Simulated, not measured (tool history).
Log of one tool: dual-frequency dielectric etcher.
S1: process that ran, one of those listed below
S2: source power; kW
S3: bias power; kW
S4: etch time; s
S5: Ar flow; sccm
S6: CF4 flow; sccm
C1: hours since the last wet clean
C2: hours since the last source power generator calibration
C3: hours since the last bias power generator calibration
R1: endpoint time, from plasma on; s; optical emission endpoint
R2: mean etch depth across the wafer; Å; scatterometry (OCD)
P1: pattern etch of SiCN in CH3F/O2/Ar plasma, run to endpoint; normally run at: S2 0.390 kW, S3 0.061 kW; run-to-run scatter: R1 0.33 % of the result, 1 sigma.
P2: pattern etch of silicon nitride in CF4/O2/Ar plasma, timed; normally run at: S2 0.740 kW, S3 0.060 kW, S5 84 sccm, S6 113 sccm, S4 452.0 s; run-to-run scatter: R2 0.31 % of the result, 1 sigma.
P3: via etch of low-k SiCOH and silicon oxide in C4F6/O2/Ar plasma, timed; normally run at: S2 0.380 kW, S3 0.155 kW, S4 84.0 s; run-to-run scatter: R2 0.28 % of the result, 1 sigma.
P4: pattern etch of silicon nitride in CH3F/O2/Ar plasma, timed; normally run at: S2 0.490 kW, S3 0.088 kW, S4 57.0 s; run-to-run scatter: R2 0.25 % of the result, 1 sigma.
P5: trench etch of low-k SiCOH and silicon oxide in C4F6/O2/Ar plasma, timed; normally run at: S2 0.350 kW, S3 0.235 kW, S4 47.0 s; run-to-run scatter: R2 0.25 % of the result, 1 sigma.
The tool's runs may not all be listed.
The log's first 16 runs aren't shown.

run  hour  S1     S2     S3     S4   S5   S6     C1      C2      C3      R1        R2
 17  55.1  P1  0.390  0.061                   231.6  1253.1  1396.4  27.303
 18  57.4  P4  0.490  0.088   57.0            233.9  1255.4  1398.7            472.93
 19  60.7  P3  0.380  0.155   84.0            237.2  1258.7  1402.0           2216.00
 20  62.9  P1  0.530  0.071                   239.4  1260.9  1404.2  23.120
 21  67.7  P1  0.300  0.061                   244.2  1265.7  1409.0  30.244
 22  71.5  P5  0.350  0.176   47.0            248.0  1269.5  1412.8           1440.10
 23  75.6  P2  0.740  0.060  452.0   84   89  252.1  1273.6  1416.9          13043.00
 24  78.6  P1  0.500  0.061                   255.1  1276.6  1419.9  24.680
 25  82.2  P2  0.740  0.060  452.0  109  113  258.7  1280.2  1423.5          12994.00

The next listed run, before its measurement:
 26  84.6  P4  0.490  0.106  57.0          261.1  1282.6  1425.9       ?

R2: 506.60 Å
